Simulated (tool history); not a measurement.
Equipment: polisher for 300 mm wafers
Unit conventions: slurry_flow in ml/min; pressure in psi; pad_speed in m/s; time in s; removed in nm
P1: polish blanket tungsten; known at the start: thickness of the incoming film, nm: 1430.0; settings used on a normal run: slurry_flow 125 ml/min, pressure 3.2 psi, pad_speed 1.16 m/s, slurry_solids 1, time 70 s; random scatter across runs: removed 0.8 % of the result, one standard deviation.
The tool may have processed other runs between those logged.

| run | hour | slurry_flow | pressure | pad_speed | slurry_solids | time | removed |
|---|---|---|---|---|---|---|---|
| 1 | 5.6 | 125 | 3.2 | 1.16 | 1 | 70 | 380.67 |
| 2 | 8.6 | 75 | 3.2 | 1.16 | 1 | 70 | 328.7 |
| 3 | 13.3 | 195 | 3.2 | 1.16 | 1 | 70 | 403.38 |
| 4 | 18.8 | 125 | 3.2 | 1.16 | 1 | 70 | 375.23 |
| 5 | 22.7 | 125 | 3.2 | 0.6 | 1 | 70 | 191.55 |
| 6 | 27.6 | 125 | 3.2 | 1.16 | 1 | 70 | 382.55 |
| 7 | 32.4 | 125 | 3.2 | 1.16 | 1 | 98 | 526.03 |
| 8 | 35.6 | 80 | 3.2 | 1.16 | 1 | 39 | 186.84 |
| 9 | 39.8 | 125 | 3.2 | 1.16 | 1 | 34 | 182.75 |
| 10 | 44.5 | 125 | 3.2 | 1.16 | 1 | 70 | 378.74 |
| 11 | 47.7 | 125 | 4.1 | 1.16 | 1 | 70 | 485.4 |
| 12 | 53.2 | 125 | 1.5 | 0.72 | 1 | 70 | 109.18 |
| 13 | 57 | 125 | 3.2 | 1.16 | 1 | 70 | 380.95 |
| 14 | 59.9 | 125 | 3.2 | 1.16 | 1.25 | 70 | 396.86 |
| 15 | 63 | 125 | 3.2 | 1.16 | 0.55 | 70 | 329.29 |
|  | 65 | slurry blender recalibrated |
| 16 | 67.2 | 125 | 1.4 | 1.16 | 1 | 70 | 163.21 |
| 17 | 72 | 125 | 3.2 | 1.54 | 1 | 70 | 496.99 |
| 18 | 76.9 | 125 | 1.6 | 1.16 | 1.3 | 70 | 200.31 |
| 19 | 79.7 | 125 | 3.2 | 1.16 | 1 | 70 | 375.54 |
| 20 | 83.5 | 125 | 3.2 | 1.16 | 1 | 70 | 371.66 |
| 21 | 88.1 | 125 | 3.2 | 1.16 | 1 | 70 | 373.79 |
| 22 | 90.7 | 125 | 3.2 | 1.16 | 1 | 70 | 371.58 |
| 23 | 93.9 | 125 | 3.2 | 1.16 | 1 | 70 | 364.28 |
| 24 | 99.4 | 125 | 3.2 | 1.16 | 1 | 70 | 358.41 |
| 25 | 102.6 | 125 | 3.2 | 1.16 | 1 | 70 | 349.16 |
| 26 | 105.5 | 125 | 3.2 | 1.16 | 1 | 70 | 349.93 |
| 27 | 110.1 | 125 | 3.2 | 1.16 | 1 | 70 | 345.39 |
|  | 110.8 | head pressure recalibrated |
|  | 113.8 | worn pad replaced by a new one |
| 28 | 114.3 | 125 | 3.2 | 1.16 | 1 | 70 | 344.15 |
| 29 | 119 | 125 | 3.2 | 1.16 | 1 | 70 | 347.87 |
|  | 119.6 | slurry tank refilled with fresh slurry and peroxide |
| 30 | 123.9 | 125 | 3.2 | 1.16 | 1 | 70 | 341.22 |
| 31 | 127.4 | 125 | 3.2 | 1.16 | 1 | 70 | 343.08 |
| 32 | 130.2 | 125 | 3.2 | 1.16 | 1 | 70 | 334.78 |

P1 has crept away from where it was. The log is fitted equally well by each of these 2 causes, at the sizes shown:
A: abrasive missing from the slurry, % = 34.7
B: slurry flow missing at the pad, % = 33.2
At approximately hour 88.1, the process output began to creep.
Why every other cause is out:
removal rate lost through wear of the pad, %: work on it at hour 113.8, done after the drift set in, did not restore what the process gave before
head's pressure below its setpoint, %: work on it at hour 110.8, done after the drift set in, did not restore what the process gave before
peroxide lost from the slurry, %: work on it at hour 119.6, done after the drift set in, did not restore what the process gave before

Which of the 4 check runs listed below, each an average over 2 wafers with its results shown as question marks, gives clearly different results under the different listed causes?
| check 1 | 133 | 125 | 3.2 | 0.68 | 1 | 41 | ? |
| check 2 | 133 | 125 | 2.2 | 1.16 | 1 | 70 | ? |
| check 3 | 133 | 125 | 1.5 | 1.16 | 0.55 | 70 | ? |
| check 4 | 133 | 75 | 3.2 | 1.16 | 1 | 97 | ? |

What each check would give under each cause:
| check | result | if A | if B |
|---|---|---|---|
| check 1 | removed | 117.31 | 117.31 |
| check 2 | removed | 234.9 | 234.89 |
| check 3 | removed | 140.5 | 139.62 |
| check 4 | removed | 415.17 | 393.59 |
Distance between the nearest two causes, measured in the result of the check that separates them most: check 1 0 %; check 2 0 %; check 3 0.63 %; check 4 5.34 %
The causes can be told apart only by check 4. The other checks would give nearly the same results under each of them.

With check 4 done, the readings were: removed 394.73 nm. Identify which of the listed causes applies.

The correct cause is B, namely: slurry flow missing at the pad, %.
